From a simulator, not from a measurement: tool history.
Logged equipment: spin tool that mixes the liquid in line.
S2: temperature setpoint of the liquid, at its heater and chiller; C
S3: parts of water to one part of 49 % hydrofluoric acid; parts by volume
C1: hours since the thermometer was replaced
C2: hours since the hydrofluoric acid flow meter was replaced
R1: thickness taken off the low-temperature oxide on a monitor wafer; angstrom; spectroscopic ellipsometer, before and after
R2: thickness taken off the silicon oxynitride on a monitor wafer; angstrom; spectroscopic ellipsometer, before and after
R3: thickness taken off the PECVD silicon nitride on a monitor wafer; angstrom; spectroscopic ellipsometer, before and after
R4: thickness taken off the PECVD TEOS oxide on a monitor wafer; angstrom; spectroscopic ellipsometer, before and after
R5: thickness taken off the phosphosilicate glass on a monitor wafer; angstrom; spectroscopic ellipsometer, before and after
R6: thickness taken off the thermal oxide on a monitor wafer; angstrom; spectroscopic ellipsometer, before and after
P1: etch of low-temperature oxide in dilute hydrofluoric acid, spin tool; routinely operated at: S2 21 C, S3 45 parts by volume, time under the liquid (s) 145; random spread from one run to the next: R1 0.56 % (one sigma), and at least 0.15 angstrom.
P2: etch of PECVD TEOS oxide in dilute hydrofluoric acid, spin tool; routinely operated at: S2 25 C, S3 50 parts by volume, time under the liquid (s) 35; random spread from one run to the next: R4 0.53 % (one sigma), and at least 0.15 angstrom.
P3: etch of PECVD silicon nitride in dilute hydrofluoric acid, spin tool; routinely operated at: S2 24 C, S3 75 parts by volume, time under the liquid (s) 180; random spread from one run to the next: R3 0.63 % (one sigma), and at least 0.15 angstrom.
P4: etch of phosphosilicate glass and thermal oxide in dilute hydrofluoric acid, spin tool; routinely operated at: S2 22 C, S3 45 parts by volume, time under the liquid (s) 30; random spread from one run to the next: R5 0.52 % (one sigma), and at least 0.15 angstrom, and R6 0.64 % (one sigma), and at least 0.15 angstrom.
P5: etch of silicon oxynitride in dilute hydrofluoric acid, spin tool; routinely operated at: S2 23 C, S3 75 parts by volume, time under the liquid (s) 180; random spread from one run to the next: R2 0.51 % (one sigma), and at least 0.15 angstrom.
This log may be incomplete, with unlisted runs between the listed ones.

{"run": 1, "day": 0.542, "process that ran": "P1", "S2": 21, "S3": 45, "time under the liquid (s)": 145, "C1": 554.1, "C2": 1754.8, "R1": 320.62}
{"run": 2, "day": 1.092, "process that ran": "P5", "S2": 23, "S3": 75, "time under the liquid (s)": 50, "C1": 567.3, "C2": 1768, "R2": 25.46}
{"run": 3, "day": 1.579, "process that ran": "P1", "S2": 21, "S3": 45, "time under the liquid (s)": 260, "C1": 579, "C2": 1779.7, "R1": 572.42}
{"run": 4, "day": 2.204, "process that ran": "P1", "S2": 21, "S3": 45, "time under the liquid (s)": 145, "C1": 594, "C2": 1794.7, "R1": 320.42}
{"run": 5, "day": 2.879, "process that ran": "P1", "S2": 21, "S3": 65, "time under the liquid (s)": 270, "C1": 610.2, "C2": 1810.9, "R1": 400.8}
{"run": 6, "day": 3.396, "process that ran": "P3", "S2": 24, "S3": 75, "time under the liquid (s)": 30, "C1": 622.6, "C2": 1823.3, "R3": 7.5831}
{"run": 7, "day": 4.079, "process that ran": "P2", "S2": 17, "S3": 50, "time under the liquid (s)": 35, "C1": 639, "C2": 1839.7, "R4": 125.73}
{"run": 8, "day": 4.45, "process that ran": "P1", "S2": 28.5, "S3": 45, "time under the liquid (s)": 145, "C1": 647.9, "C2": 1848.6, "R1": 434.33}
{"run": 9, "day": 5.129, "process that ran": "P2", "S2": 25, "S3": 50, "time under the liquid (s)": 55, "C1": 664.2, "C2": 1864.9, "R4": 278.9}
{"run": 10, "day": 5.675, "process that ran": "P4", "S2": 22, "S3": 20, "time under the liquid (s)": 30, "C1": 677.3, "C2": 1878, "R5": 1477.3, "R6": 79.714}
{"run": 11, "day": 6.217, "process that ran": "P2", "S2": 25, "S3": 50, "time under the liquid (s)": 35, "C1": 690.3, "C2": 1891, "R4": 176.31}
{"run": 12, "day": 6.717, "process that ran": "P1", "S2": 21, "S3": 75, "time under the liquid (s)": 240, "C1": 702.3, "C2": 1903, "R1": 306.26}
{"run": 13, "day": 7.367, "process that ran": "P3", "S2": 24, "S3": 120, "time under the liquid (s)": 180, "C1": 717.9, "C2": 1918.6, "R3": 29.264}
{"run": 14, "day": 7.771, "process that ran": "P1", "S2": 21, "S3": 45, "time under the liquid (s)": 145, "C1": 727.6, "C2": 1928.3, "R1": 322.45}
{"run": 15, "day": 8.15, "process that ran": "P1", "S2": 21, "S3": 65, "time under the liquid (s)": 145, "C1": 736.7, "C2": 1937.4, "R1": 216.65}
{"run": 16, "day": 8.538, "process that ran": "P2", "S2": 25, "S3": 80, "time under the liquid (s)": 35, "C1": 746, "C2": 1946.7, "R4": 105.97}
{"run": 17, "day": 8.975, "process that ran": "P3", "S2": 24, "S3": 75, "time under the liquid (s)": 180, "C1": 756.5, "C2": 1957.2, "R3": 46.477}
{"run": 18, "day": 9.496, "process that ran": "P1", "S2": 17, "S3": 45, "time under the liquid (s)": 145, "C1": 769, "C2": 1969.7, "R1": 271.07}
{"run": 19, "day": 10.029, "process that ran": "P1", "S2": 21, "S3": 45, "time under the liquid (s)": 145, "C1": 781.8, "C2": 1982.5, "R1": 320.3}
{"run": 20, "day": 10.604, "process that ran": "P4", "S2": 22, "S3": 45, "time under the liquid (s)": 60, "C1": 795.6, "C2": 1996.3, "R5": 1277.9, "R6": 69.084}
{"run": 21, "day": 11.1, "process that ran": "P5", "S2": 23, "S3": 130, "time under the liquid (s)": 180, "C1": 807.5, "C2": 2008.2, "R2": 51.015}
{"run": 22, "day": 11.704, "process that ran": "P1", "S2": 21, "S3": 45, "time under the liquid (s)": 70, "C1": 822, "C2": 2022.7, "R1": 155.59}
{"run": 23, "day": 12.288, "process that ran": "P4", "S2": 25.5, "S3": 45, "time under the liquid (s)": 30, "C1": 836, "C2": 2036.7, "R5": 736.6, "R6": 39.42}
{"run": 24, "day": 12.65, "process that ran": "P1", "S2": 17, "S3": 25, "time under the liquid (s)": 145, "C1": 844.7, "C2": 2045.4, "R1": 497.06}
{"run": 25, "day": 13.212, "process that ran": "P5", "S2": 23, "S3": 75, "time under the liquid (s)": 180, "C1": 858.2, "C2": 2058.9, "R2": 92.018}
{"run": 26, "day": 13.6, "process that ran": "P4", "S2": 22, "S3": 45, "time under the liquid (s)": 30, "C1": 867.5, "C2": 2068.2, "R5": 643.5, "R6": 34.528}
{"run": 27, "day": 14.233, "process that ran": "P1", "S2": 21, "S3": 45, "time under the liquid (s)": 145, "C1": 882.7, "C2": 2083.4, "R1": 323.21}
{"run": 28, "day": 14.642, "process that ran": "P3", "S2": 17, "S3": 75, "time under the liquid (s)": 180, "C1": 892.5, "C2": 2093.2, "R3": 28.49}
{"run": 29, "day": 15.179, "process that ran": "P3", "S2": 24, "S3": 75, "time under the liquid (s)": 180, "C1": 905.4, "C2": 2106.1, "R3": 46.331}
{"run": 30, "day": 15.529, "process that ran": "P1", "S2": 21, "S3": 45, "time under the liquid (s)": 145, "C1": 913.8, "C2": 2114.5, "R1": 319}
{"run": 31, "day": 15.992, "process that ran": "P1", "S2": 21, "S3": 30, "time under the liquid (s)": 145, "C1": 924.9, "C2": 2125.6, "R1": 495.09}
{"run": 32, "day": 16.462, "process that ran": "P5", "S2": 19.5, "S3": 75, "time under the liquid (s)": 180, "C1": 936.2, "C2": 2136.9, "R2": 78.357}
{"run": 33, "day": 16.9, "process that ran": "P1", "S2": 21, "S3": 45, "time under the liquid (s)": 145, "C1": 946.7, "C2": 2147.4, "R1": 322.42}
{"run": 34, "day": 17.254, "process that ran": "P1", "S2": 21, "S3": 45, "time under the liquid (s)": 145, "C1": 955.2, "C2": 2155.9, "R1": 327.08}
{"run": 35, "day": 17.858, "process that ran": "P1", "S2": 21, "S3": 45, "time under the liquid (s)": 145, "C1": 969.7, "C2": 2170.4, "R1": 329.21}
{"run": 36, "day": 18.542, "process that ran": "P1", "S2": 21, "S3": 45, "time under the liquid (s)": 145, "C1": 986.1, "C2": 2186.8, "R1": 333.35}
{"run": 37, "day": 18.958, "process that ran": "P1", "S2": 21, "S3": 45, "time under the liquid (s)": 145, "C1": 996.1, "C2": 2196.8, "R1": 336.98}
{"run": 38, "day": 19.425, "process that ran": "P1", "S2": 21, "S3": 45, "time under the liquid (s)": 145, "C1": 1007.3, "C2": 2208, "R1": 343.43}
{"run": 39, "day": 19.783, "process that ran": "P1", "S2": 21, "S3": 45, "time under the liquid (s)": 145, "C1": 1015.9, "C2": 2216.6, "R1": 340.75}
{"run": 40, "day": 20.408, "process that ran": "P1", "S2": 21, "S3": 45, "time under the liquid (s)": 145, "C1": 1030.9, "C2": 2231.6, "R1": 339.36}
{"run": 41, "day": 20.788, "process that ran": "P1", "S2": 21, "S3": 45, "time under the liquid (s)": 145, "C1": 1040, "C2": 2240.7, "R1": 344}
{"run": 42, "day": 21.375, "process that ran": "P1", "S2": 21, "S3": 45, "time under the liquid (s)": 145, "C1": 1054.1, "C2": 2254.8, "R1": 343.28}
{"run": 43, "day": 22.062, "process that ran": "P1", "S2": 21, "S3": 45, "time under the liquid (s)": 145, "C1": 1070.6, "C2": 2271.3, "R1": 344.15}
{"run": 44, "day": 22.654, "process that ran": "P1", "S2": 21, "S3": 45, "time under the liquid (s)": 145, "C1": 1084.8, "C2": 2285.5, "R1": 342.45}

What P1 gives has crept off from where it sat before. The 2 causes that follow fit the log equally well, each at the size noted:
A: hydrofluoric acid flow above the setpoint (%) = 6.32
B: liquid hotter than its thermometer reads (K) = 1.54
The onset of the drift is placed at about day 16.9.

Consider the 4 check runs below, whose results appear as question marks and each of which averages 2 wafers. Which one distinguishes the causes, in that each cause would give it a clearly different result?
{"run": "check 1", "day": 23.246, "process that ran": "P2", "S2": 25, "S3": 50, "time under the liquid (s)": 35, "R4": "?"}
{"run": "check 2", "day": 23.246, "process that ran": "P3", "S2": 24, "S3": 75, "time under the liquid (s)": 180, "R3": "?"}
{"run": "check 3", "day": 23.246, "process that ran": "P5", "S2": 23, "S3": 75, "time under the liquid (s)": 180, "R2": "?"}
{"run": "check 4", "day": 23.246, "process that ran": "P4", "S2": 22, "S3": 45, "time under the liquid (s)": 30, "R5": "?", "R6": "?"}

If the cause were each of the candidates in turn, the checks would give the following:
check=check_1 result=R4 if_A=188.49 if_B=187.96
check=check_2 result=R3 if_A=49.169 if_B=51.262
check=check_3 result=R2 if_A=98.605 if_B=99.507
check=check_4 result=R5 if_A=682.13 if_B=681.92
check=check_4 result=R6 if_A=36.653 if_B=36.641
Per-check spread between the two closest causes, in the result where they differ most: check 1 0.28 %; check 2 4.17 %; check 3 0.91 %; check 4 0.03 %
Of the check runs offered, only check 2 discriminates between the causes; the rest would read about the same regardless of which cause applies.

Here is what check 2 returned: R3 49.304 angstrom. Which cause is it?

A is the cause: hydrofluoric acid flow above the setpoint (%).

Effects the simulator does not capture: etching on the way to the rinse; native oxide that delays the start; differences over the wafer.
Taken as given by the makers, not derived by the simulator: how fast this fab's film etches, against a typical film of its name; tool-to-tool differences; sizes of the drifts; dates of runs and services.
